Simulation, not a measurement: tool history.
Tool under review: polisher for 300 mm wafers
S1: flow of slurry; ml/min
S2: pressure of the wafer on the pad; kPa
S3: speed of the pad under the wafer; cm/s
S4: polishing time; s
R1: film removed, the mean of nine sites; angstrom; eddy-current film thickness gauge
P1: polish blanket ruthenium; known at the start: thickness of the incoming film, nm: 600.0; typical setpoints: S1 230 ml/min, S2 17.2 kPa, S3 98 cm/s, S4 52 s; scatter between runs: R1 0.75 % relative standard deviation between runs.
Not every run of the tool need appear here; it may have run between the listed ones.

run,day,S1,S2,S3,S4,R1
1,0.629,230,17.2,98,52,612.11
2,1.183,330,17.2,98,28,343.29
3,1.908,285,17.2,70,52,447.53
4,2.625,230,17.2,98,27,322.01
5,3.225,140,17.2,98,52,570.07
6,3.754,230,17.2,98,52,616.60
7,4.521,230,25.5,98,52,911.24
8,5.225,230,17.2,48,52,296.10
9,5.829,295,17.2,98,52,629.61
10,6.525,230,17.2,98,52,615.04
11,7.079,230,17.2,98,52,618.43
12,7.604,230,17.2,98,81,947.07
13,8.108,230,17.2,148,52,938.56
14,8.792,230,8.3,98,52,292.81
15,9.425,230,17.2,98,52,613.27
16,9.954,230,17.2,98,52,613.40
17,10.646,230,17.2,98,52,599.73
18,11.400,230,17.2,98,52,594.08
19,12.004,230,17.2,98,52,585.23
20,12.583,230,17.2,98,52,582.90
# day 13.012: head pressure recalibrated
21,13.108,230,17.2,98,52,587.18
22,13.821,230,17.2,98,52,581.15
23,14.450,230,17.2,98,52,586.13

Run 24 has not been measured yet. What should we expect?
24,14.896,230,17.2,98,52,?

{"run 24": {"R1": 577.67}}
